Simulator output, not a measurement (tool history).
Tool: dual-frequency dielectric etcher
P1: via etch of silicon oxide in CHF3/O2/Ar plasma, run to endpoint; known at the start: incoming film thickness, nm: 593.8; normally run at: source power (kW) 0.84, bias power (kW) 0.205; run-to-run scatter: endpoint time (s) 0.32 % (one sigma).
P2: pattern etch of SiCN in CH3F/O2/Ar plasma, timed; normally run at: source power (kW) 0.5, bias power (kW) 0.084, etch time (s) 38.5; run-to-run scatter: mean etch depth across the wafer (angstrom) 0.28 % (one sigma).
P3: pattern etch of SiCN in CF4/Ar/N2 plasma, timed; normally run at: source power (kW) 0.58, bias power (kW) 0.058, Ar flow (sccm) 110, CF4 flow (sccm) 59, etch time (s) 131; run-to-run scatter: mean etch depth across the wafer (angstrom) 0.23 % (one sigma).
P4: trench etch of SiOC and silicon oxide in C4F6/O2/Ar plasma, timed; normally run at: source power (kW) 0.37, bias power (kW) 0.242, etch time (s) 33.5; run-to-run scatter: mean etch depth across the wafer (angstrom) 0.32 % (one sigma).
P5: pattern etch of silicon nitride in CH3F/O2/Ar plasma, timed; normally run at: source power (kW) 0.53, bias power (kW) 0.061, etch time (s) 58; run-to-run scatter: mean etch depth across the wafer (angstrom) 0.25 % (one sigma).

run	day	process that ran	source power (kW)	bias power (kW)	Ar flow (sccm)	CF4 flow (sccm)	etch time (s)	hours since the last wet clean	hours since the last source power generator calibration	hours since the last bias power generator calibration	endpoint time (s)	mean etch depth across the wafer (angstrom)
1	0.517	P1	0.84	0.205				204.4	441.9	3386.6	248.7	
2	0.892	P3	0.58	0.058	110	59	131	213.4	450.9	3395.6		1239.9
3	1.321	P3	0.58	0.058	81	59	131	223.7	461.2	3405.9		1299.5
4	1.667	P3	0.58	0.075	110	59	131	232	469.5	3414.2		1354.9
5	2.112	P4	0.37	0.242			33.5	242.7	480.2	3424.9		717.93
6	2.658	P2	0.5	0.084			38.5	255.8	493.3	3438		169.04
# day 3.025: bias power generator calibrated
7	3.196	P4	0.37	0.242			33.5	268.7	506.2	4.2		720.5
8	3.629	P1	1.06	0.205				279.1	516.6	14.6	225.69	
9	4.096	P3	0.58	0.058	110	81	131	290.3	527.8	25.8		1306.1
10	4.508	P2	0.5	0.05			38.5	300.2	537.7	35.7		142.72
11	4.842	P2	0.5	0.084			38.5	308.2	545.7	43.7		169.69
12	5.138	P1	0.84	0.205				315.3	552.8	50.8	248.97	
13	5.642	P2	0.5	0.084			21	327.4	564.9	62.9		92.884
14	5.912	P2	0.39	0.084			38.5	333.9	571.4	69.4		154.47
15	6.2	P1	0.52	0.205				340.8	578.3	76.3	297.7	
16	6.454	P3	0.58	0.058	110	59	187	346.9	584.4	82.4		1757.5
17	6.946	P3	0.75	0.058	110	59	131	358.7	596.2	94.2		1558.8
18	7.392	P4	0.37	0.242			18.5	369.4	606.9	104.9		396.53
19	7.888	P1	0.84	0.205				381.3	618.8	116.8	248.14	
20	8.429	P5	0.53	0.061			77.5	394.3	631.8	129.8		581.36
21	8.775	P1	0.84	0.205				402.6	640.1	138.1	248.53	
22	9.208	P5	0.53	0.061			58	413	650.5	148.5		432.97
23	9.667	P4	0.44	0.242			33.5	424	661.5	159.5		765.59
24	9.992	P3	0.58	0.058	110	59	131	431.8	669.3	167.3		1237.4
25	10.529	P1	0.65	0.146				444.7	682.2	180.2	306.17	
26	10.921	P5	0.53	0.078			58	454.1	691.6	189.6		467.57
27	11.25	P1	0.84	0.135				462	699.5	197.5	284.32	
# day 11.588: source power generator calibrated
28	11.612	P5	0.53	0.061			58	470.7	0.6	206.2		434.56
29	12.154	P1	0.84	0.26				483.7	13.6	219.2	228.55	
30	12.508	P5	0.42	0.061			58	492.2	22.1	227.7		396.46
31	12.754	P4	0.37	0.315			33.5	498.1	28	233.6		785.03
32	13.212	P1	0.84	0.205				509.1	39	244.6	247.78	
33	13.454	P1	0.84	0.205				514.9	44.8	250.4	249.48	
34	13.967	P1	0.84	0.205				527.2	57.1	262.7	249.51	
35	14.338	P1	0.84	0.205				536.1	66	271.6	251.8	
36	14.738	P1	0.84	0.205				545.7	75.6	281.2	250.52	

Run 37 comes next. What will it give?
37	15.112	P1	0.84	0.205				554.7	84.6	290.2	?	

Run 37 gave endpoint time (s) 253.4.

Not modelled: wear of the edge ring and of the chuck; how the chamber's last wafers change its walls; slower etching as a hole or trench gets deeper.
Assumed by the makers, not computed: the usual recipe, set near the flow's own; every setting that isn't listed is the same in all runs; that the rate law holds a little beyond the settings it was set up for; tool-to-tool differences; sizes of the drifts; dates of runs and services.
